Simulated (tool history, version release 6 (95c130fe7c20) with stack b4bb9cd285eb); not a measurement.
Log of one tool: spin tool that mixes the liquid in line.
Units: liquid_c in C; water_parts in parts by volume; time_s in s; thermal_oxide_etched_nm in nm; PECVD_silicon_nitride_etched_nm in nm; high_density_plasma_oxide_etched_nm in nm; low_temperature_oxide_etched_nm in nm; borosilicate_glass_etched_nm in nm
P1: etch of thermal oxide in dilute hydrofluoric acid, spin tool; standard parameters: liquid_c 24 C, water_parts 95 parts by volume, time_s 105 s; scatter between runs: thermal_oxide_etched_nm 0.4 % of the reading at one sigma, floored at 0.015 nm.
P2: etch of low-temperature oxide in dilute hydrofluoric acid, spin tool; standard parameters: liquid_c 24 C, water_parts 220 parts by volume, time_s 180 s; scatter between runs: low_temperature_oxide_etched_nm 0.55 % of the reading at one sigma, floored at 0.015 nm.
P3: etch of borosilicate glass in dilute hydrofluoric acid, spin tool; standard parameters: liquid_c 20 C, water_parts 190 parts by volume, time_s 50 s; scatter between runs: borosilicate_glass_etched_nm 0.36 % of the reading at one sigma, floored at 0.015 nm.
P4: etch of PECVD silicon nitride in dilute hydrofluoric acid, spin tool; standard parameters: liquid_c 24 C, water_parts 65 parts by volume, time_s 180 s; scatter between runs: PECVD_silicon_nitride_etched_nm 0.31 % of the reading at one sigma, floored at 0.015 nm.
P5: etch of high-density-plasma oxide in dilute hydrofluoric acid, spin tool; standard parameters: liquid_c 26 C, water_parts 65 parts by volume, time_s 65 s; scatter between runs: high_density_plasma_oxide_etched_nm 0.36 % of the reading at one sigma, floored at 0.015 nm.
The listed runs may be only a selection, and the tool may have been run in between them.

run   hour  process  liquid_c  water_parts  time_s  hours since the thermometer was replaced  hours since the hydrofluoric acid flow meter was replaced  thermal_oxide_etched_nm  PECVD_silicon_nitride_etched_nm  high_density_plasma_oxide_etched_nm  low_temperature_oxide_etched_nm  borosilicate_glass_etched_nm
  1     11       P1        24           95     105                                    1792.7                                                     1027.8                     5.42
  2     19       P1        24           95     105                                    1800.7                                                     1035.8                   5.4616
  3     30       P1        24          165     105                                    1811.7                                                     1046.8                   2.8825
  4   38.5       P1        24           20     105                                    1820.2                                                     1055.3                   28.335
  5   49.2       P4        24           65     320                                    1830.9                                                       1066                                                    13.203
  6   60.2       P1      18.5           95     165                                    1841.9                                                       1077                   6.8422
  7   72.1       P1        24           95     105                                    1853.8                                                     1088.9                   5.4578
  8     82       P4      17.5           65     180                                    1863.7                                                     1098.8                                                    4.7471
  9   90.8       P1        24           95      35                                    1872.5                                                     1107.6                   1.7818
 10  100.2       P1      18.5          175     105                                    1881.9                                                       1117                   2.1861
 11    107       P5      30.5           65      65                                    1888.7                                                     1123.8                                                                                         7.8373
 12  118.1       P2        24          220     180                                    1899.8                                                     1134.9                                                                                                                          18.944
 13  126.6       P3        20           55      50                                    1908.3                                                     1143.4                                                                                                                                                        28.644
     127.6  -- hydrofluoric acid flow meter replaced
 14    139       P3        20          190      15                                    1920.7                                                       11.5                                                                                                                                                        2.1656
 15  151.6       P1        24           95     205                                    1933.3                                                       24.1                   10.562
 16  164.1       P5        26           20      65                                    1945.8                                                       36.6                                                                                         22.642
 17  170.8       P3        27          190      50                                    1952.5                                                       43.3                                                                                                                                                        9.2787
 18  177.3       P1        24           95     105                                      1959                                                       49.8                   5.3365
 19  182.8       P2        17          220     180                                    1964.5                                                       55.3                                                                                                                          14.558
 20  195.1       P1        19           95     105                                    1976.8                                                       67.6                   4.4432
 21  200.8       P2        24           55     180                                    1982.5                                                       73.3                                                                                                                          92.594
 22  206.7       P1      29.5           95     105                                    1988.4                                                       79.2                   6.6584
 23  218.4       P4        24           65     180                                    2000.1                                                       90.9                                                    7.4433
 24  230.2       P5        26           65     125                                    2011.9                                                      102.7                                                                                         12.596
 25  240.5       P5        26           65      65                                    2022.2                                                        113                                                                                         6.5504
 26  249.7       P4        24           25     180                                    2031.4                                                      122.2                                                    18.822
 27  260.4       P2        24          220     280                                    2042.1                                                      132.9                                                                                                                          29.511
 28  267.6       P1        31          145     105                                    2049.3                                                      140.1                   4.3305
 29  277.4       P3        20          190      50                                    2059.1                                                      149.9                                                                                                                                                        7.2143
 30  285.8       P5        26           65      65                                    2067.5                                                      158.3                                                                                          6.585
 31  292.7       P1        24           95     105                                    2074.4                                                      165.2                   5.3755
 32  302.3       P1        24           95     105                                      2084                                                      174.8                   5.3692
 33  309.4       P1        24           95     105                                    2091.1                                                      181.9                   5.2868
 34  320.6       P1        24           95     105                                    2102.3                                                      193.1                   5.1279
 35  332.8       P1        24           95     105                                    2114.5                                                      205.3                   5.0405
 36  342.3       P1        24           95     105                                      2124                                                      214.8                   4.9729
 37  349.6       P1        24           95     105                                    2131.3                                                      222.1                   5.0029
 38  358.5       P1        24           95     105                                    2140.2                                                        231                   5.0052
 39    371       P1        24           95     105                                    2152.7                                                      243.5                   5.0004
 40  376.5       P1        24           95     105                                    2158.2                                                        249                   4.9371

Something has made what P1 gives creep away from where it was; the 2 causes below, each at its own stated size, fit the log equally well:
A: liquid colder than its thermometer reads (K) = 2.02
B: hydrofluoric acid flow below the setpoint (%) = 6.94
The gradual shift began around hour 302.3.

Of the 4 check runs listed below, each run on one wafer and each result written as a question mark, which would let you distinguish the listed causes because they would give clearly different results?
check 1   382       P5        26           45     110                                                                                                                                                                                                   ?
check 2   382       P4        24           65     295                                                                                                                                                              ?
check 3   382       P2        24           65     255                                                                                                                                                                                                                                    ?
check 4   382       P3        20          120      15                                                                                                                                                                                                                                                                  ?

Expected result of each check under each candidate cause:
  check                               result    if A    if B
check 1  high_density_plasma_oxide_etched_nm   15.18  15.273
check 2      PECVD_silicon_nitride_etched_nm  10.625  11.345
check 3      low_temperature_oxide_etched_nm  100.71  101.17
check 4         borosilicate_glass_etched_nm  3.3681  3.3718
How far apart the two closest causes lie, in the result that separates them most: check 1 0.61 %; check 2 6.55 %; check 3 0.46 %; check 4 0.11 %
Only check 2 tells the causes apart: in the others they would give nearly the same result.

Then check 2 was run and gave: PECVD_silicon_nitride_etched_nm 11.382 nm. Which cause is it?

Of the candidate causes, it is B: hydrofluoric acid flow below the setpoint (%).

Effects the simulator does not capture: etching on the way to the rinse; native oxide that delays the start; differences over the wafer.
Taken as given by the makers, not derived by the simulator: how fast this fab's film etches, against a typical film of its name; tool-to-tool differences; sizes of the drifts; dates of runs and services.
